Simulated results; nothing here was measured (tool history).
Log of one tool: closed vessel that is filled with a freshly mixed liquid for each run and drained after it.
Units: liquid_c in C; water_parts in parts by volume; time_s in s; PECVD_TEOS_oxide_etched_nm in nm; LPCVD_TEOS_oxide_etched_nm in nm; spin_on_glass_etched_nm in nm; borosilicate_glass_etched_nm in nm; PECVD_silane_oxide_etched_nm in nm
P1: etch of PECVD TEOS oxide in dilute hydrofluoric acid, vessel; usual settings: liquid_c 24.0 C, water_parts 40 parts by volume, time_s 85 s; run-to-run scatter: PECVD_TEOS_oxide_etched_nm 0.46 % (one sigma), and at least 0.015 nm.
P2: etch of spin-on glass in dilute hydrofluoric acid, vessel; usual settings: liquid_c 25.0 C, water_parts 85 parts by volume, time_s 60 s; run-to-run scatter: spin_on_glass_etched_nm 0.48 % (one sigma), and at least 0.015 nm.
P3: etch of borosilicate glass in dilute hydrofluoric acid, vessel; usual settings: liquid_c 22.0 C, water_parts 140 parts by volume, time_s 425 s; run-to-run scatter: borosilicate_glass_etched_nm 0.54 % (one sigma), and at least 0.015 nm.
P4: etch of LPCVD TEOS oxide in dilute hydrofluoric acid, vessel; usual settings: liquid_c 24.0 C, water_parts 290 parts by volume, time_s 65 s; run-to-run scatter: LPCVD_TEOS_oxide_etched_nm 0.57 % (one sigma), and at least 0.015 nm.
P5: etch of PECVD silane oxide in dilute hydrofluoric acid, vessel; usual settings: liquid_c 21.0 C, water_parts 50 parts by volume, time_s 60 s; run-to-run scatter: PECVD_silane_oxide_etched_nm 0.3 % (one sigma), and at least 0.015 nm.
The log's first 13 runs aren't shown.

run	hour	process	liquid_c	water_parts	time_s	PECVD_TEOS_oxide_etched_nm	LPCVD_TEOS_oxide_etched_nm	spin_on_glass_etched_nm	borosilicate_glass_etched_nm	PECVD_silane_oxide_etched_nm
14	174.7	P1	24.0	40	165	66.308				
15	184.9	P3	22.0	80	425				92.746	
16	194.0	P2	25.0	85	30			22.494		
17	210.1	P1	19.5	40	85	27.978				
18	220.0	P2	19.5	85	60			36.183		
19	231.9	P1	17.5	25	85	41.835				
20	240.6	P1	24.0	40	85	33.781				
21	250.1	P5	21.0	90	60					17.611
22	265.1	P2	25.0	45	60			90.346		
23	275.1	P4	24.0	290	65		9.9834			
24	292.5	P4	24.0	440	65		5.7701			
25	304.3	P1	24.0	40	35	13.932				
26	321.0	P1	24.0	55	85	24.279				
27	329.0	P1	28.0	40	85	39.794				
28	343.6	P2	25.0	85	60			45.423		
29	359.4	P4	24.0	290	130		20.0630			
30	375.9	P3	22.0	140	425				49.055	
31	391.2	P1	24.0	40	85	34.135				

The next listed run, before its measurement:
32	405.5	P1	24.0	40	85	?				

{"run 32": {"PECVD_TEOS_oxide_etched_nm": 32.386}}

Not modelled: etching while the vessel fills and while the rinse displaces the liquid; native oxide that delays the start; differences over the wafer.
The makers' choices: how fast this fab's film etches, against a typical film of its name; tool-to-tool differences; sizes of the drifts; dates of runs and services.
